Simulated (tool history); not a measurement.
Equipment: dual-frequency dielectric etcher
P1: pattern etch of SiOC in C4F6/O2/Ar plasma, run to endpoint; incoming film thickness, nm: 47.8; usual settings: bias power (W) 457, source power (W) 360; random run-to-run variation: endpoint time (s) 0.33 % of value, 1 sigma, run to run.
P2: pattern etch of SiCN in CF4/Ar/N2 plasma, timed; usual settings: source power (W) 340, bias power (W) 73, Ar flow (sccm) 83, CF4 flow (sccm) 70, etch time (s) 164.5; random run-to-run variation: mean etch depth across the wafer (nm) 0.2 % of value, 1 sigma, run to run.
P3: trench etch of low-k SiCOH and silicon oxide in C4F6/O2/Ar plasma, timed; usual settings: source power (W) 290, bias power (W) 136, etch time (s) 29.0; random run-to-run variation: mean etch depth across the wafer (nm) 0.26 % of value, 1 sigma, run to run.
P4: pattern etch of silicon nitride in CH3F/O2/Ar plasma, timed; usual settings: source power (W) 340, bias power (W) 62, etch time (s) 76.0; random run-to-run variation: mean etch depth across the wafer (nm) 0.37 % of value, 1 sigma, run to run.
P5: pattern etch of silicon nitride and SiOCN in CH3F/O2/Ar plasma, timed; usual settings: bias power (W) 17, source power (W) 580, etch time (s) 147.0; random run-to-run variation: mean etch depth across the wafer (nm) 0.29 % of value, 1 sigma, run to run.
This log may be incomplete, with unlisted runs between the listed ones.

run   hour  process that ran  bias power (W)  source power (W)  etch time (s)  Ar flow (sccm)  CF4 flow (sccm)  hours since the last wet clean  hours since the last bias power generator calibration  hours since the last source power generator calibration  endpoint time (s)  mean etch depth across the wafer (nm)
  1    9.9                P1             457               360                                                                           424.0                                                 1253.2                                                    617.9             16.853
  2   19.7                P1             457               480                                                                           433.8                                                 1263.0                                                    627.7             15.162
  3   26.5                P5              17               750          147.0                                                            440.6                                                 1269.8                                                    634.5                                                    21.933
  4   36.2                P3             103               290           29.0                                                            450.3                                                 1279.5                                                    644.2                                                    66.479
  5   42.6                P4              62               280           76.0                                                            456.7                                                 1285.9                                                    650.6                                                    43.996
  6   49.4                P5              17               580          147.0                                                            463.5                                                 1292.7                                                    657.4                                                    20.023
  7   55.8                P3             136               170           29.0                                                            469.9                                                 1299.1                                                    663.8                                                    58.876
  8   65.7                P2              73               340          164.5              83               48                           479.8                                                 1309.0                                                    673.7                                                   108.150
  9   71.9                P5              17               580          186.5                                                            486.0                                                 1315.2                                                    679.9                                                    25.398
 10   77.9                P2              73               340          164.5              83               70                           492.0                                                 1321.2                                                    685.9                                                   114.000
 11   89.9                P1             326               360                                                                           504.0                                                 1333.2                                                    697.9             19.077
 12   99.5                P1             560               230                                                                           513.6                                                 1342.8                                                    707.5             18.412
 13  110.8                P4              62               340           93.0                                                            524.9                                                 1354.1                                                    718.8                                                    58.337
 14  117.6                P1             457               220                                                                           531.7                                                 1360.9                                                    725.6             20.343
 15  124.0                P3             136               290           38.0                                                            538.1                                                 1367.3                                                    732.0                                                    94.345
     125.2  -- wet clean of the chamber
 16  131.3                P5              17               580          147.0                                                              6.1                                                 1374.6                                                    739.3                                                    20.046
 17  139.0                P4              37               340           76.0                                                             13.8                                                 1382.3                                                    747.0                                                    40.554
 18  149.5                P4              62               340           76.0                                                             24.3                                                 1392.8                                                    757.5                                                    47.323
 19  155.7                P1             457               360                                                                            30.5                                                 1399.0                                                    763.7             16.830
 20  161.1                P3             136               290           29.0                                                             35.9                                                 1404.4                                                    769.1                                                    72.097
 21  170.9                P3             136               290           29.0                                                             45.7                                                 1414.2                                                    778.9                                                    72.493
 22  178.4                P5              14               580          147.0                                                             53.2                                                 1421.7                                                    786.4                                                    18.605
 23  185.9                P1             457               360                                                                            60.7                                                 1429.2                                                    793.9             16.858
 24  196.1                P1             457               360                                                                            70.9                                                 1439.4                                                    804.1             16.910
 25  207.0                P2              73               340          233.0              83               70                            81.8                                                 1450.3                                                    815.0                                                   161.230
 26  217.7                P1             555               360                                                                            92.5                                                 1461.0                                                    825.7             15.677
 27  229.3                P4              62               340           76.0                                                            104.1                                                 1472.6                                                    837.3                                                    47.446
 28  235.9                P2              50               340          164.5              83               70                           110.7                                                 1479.2                                                    843.9                                                   100.900
 29  247.7                P2              73               340          164.5             118               70                           122.5                                                 1491.0                                                    855.7                                                   108.510
 30  254.6                P2              73               420          164.5              83               70                           129.4                                                 1497.9                                                    862.6                                                   137.560
 31  262.3                P1             457               360                                                                           137.1                                                 1505.6                                                    870.3             16.831
 32  272.8                P1             457               360                                                                           147.6                                                 1516.1                                                    880.8             16.734
 33  284.7                P1             457               360                                                                           159.5                                                 1528.0                                                    892.7             16.680
 34  292.8                P1             457               360                                                                           167.6                                                 1536.1                                                    900.8             16.610
 35  299.7                P1             457               360                                                                           174.5                                                 1543.0                                                    907.7             16.548
     302.6  -- wet clean of the chamber
 36  309.4                P1             457               360                                                                             6.8                                                 1552.7                                                    917.4             16.595
 37  318.7                P1             457               360                                                                            16.1                                                 1562.0                                                    926.7             16.757

Something has made what P1 gives creep away from where it was; the 2 causes below, each at its own stated size, fit the log equally well:
A: source power that arrives over what is set, % = 4.52
B: bias power that arrives over what is set, % = 4.5
Onset of the creep was near hour 262.3.
What rules out each remaining cause:
chamber walls in a state that raises the etch rate, %: its service at hour 302.6 followed the start of the drift and did not put the process back to its old value

Consider the 4 single-wafer check runs listed below, results given as question marks: which one distinguishes between the causes by giving clearly different results for each?
check 1  328.0                P2              73               340          164.5              83               70                                                                                                                                                                                                         ?
check 2  328.0                P3             136               290           29.0                                                                                                                                                                                                                                          ?
check 3  328.0                P5              17               580          147.0                                                                                                                                                                                                                                          ?
check 4  328.0                P4              62               340           76.0                                                                                                                                                                                                                                          ?

Expected result of each check under each candidate cause:
  check                                 result     if A     if B
check 1  mean etch depth across the wafer (nm)  118.550  115.790
check 2  mean etch depth across the wafer (nm)   73.492   73.202
check 3  mean etch depth across the wafer (nm)   20.393   20.434
check 4  mean etch depth across the wafer (nm)   48.456   48.357
How far apart the two closest causes lie, in the result that separates them most: check 1 2.36 %; check 2 0.4 %; check 3 0.2 %; check 4 0.2 %
Check 1 is the one run that separates the causes; every other check would come out nearly the same whichever cause is at work.

Check 1 was then run and gave: mean etch depth across the wafer (nm) 115.990. Which cause is it?

B is the cause: bias power that arrives over what is set, %.
